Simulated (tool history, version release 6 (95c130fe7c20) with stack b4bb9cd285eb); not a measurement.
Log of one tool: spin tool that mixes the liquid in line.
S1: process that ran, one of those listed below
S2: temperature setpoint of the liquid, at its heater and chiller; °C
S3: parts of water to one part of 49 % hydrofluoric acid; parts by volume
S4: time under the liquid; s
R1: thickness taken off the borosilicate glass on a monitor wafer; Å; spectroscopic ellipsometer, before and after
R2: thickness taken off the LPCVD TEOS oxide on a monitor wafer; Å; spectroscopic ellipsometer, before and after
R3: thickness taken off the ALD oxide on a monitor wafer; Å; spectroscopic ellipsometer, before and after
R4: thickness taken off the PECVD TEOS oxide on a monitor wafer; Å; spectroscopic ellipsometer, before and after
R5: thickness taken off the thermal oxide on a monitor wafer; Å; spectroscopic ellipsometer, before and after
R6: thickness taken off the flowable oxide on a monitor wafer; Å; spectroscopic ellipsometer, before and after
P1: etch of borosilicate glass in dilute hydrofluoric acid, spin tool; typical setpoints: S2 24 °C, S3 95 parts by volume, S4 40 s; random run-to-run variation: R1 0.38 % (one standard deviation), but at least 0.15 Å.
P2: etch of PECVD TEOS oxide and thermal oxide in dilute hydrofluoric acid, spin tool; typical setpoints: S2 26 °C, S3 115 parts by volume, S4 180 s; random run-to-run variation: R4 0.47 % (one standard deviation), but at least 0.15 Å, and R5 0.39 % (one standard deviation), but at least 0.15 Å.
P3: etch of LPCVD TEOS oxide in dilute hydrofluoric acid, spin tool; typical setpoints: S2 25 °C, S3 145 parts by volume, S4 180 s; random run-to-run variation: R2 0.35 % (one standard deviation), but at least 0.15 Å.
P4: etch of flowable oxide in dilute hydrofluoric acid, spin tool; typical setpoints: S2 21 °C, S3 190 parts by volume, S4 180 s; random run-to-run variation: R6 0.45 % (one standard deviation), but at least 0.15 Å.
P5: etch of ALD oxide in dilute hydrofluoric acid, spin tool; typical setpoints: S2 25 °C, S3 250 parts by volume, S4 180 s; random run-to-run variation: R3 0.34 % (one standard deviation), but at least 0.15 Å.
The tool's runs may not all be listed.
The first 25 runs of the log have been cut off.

run   hour  S1  S2   S3   S4      R1      R2      R3      R4      R5  R6
 26  280.1  P5  25  250   65                  41.648
 27  293.8  P5  25  250  180                  116.33
 28  301.4  P3  17  145  180           192.1
 29    310  P2  26  115  180                          239.14  83.443
 30  318.3  P1  24   95   40  113.17
 31  327.3  P2  30  115  180                          275.43  95.515
 32  337.4  P3  25   60  180          709.72
 33  344.8  P1  24  175   40  55.903
 34    352  P1  24   95   40  113.25

Run 35 is up next; what results do you expect?
 35  365.2  P1  24  95  40   ?

R1: 117.96 Å
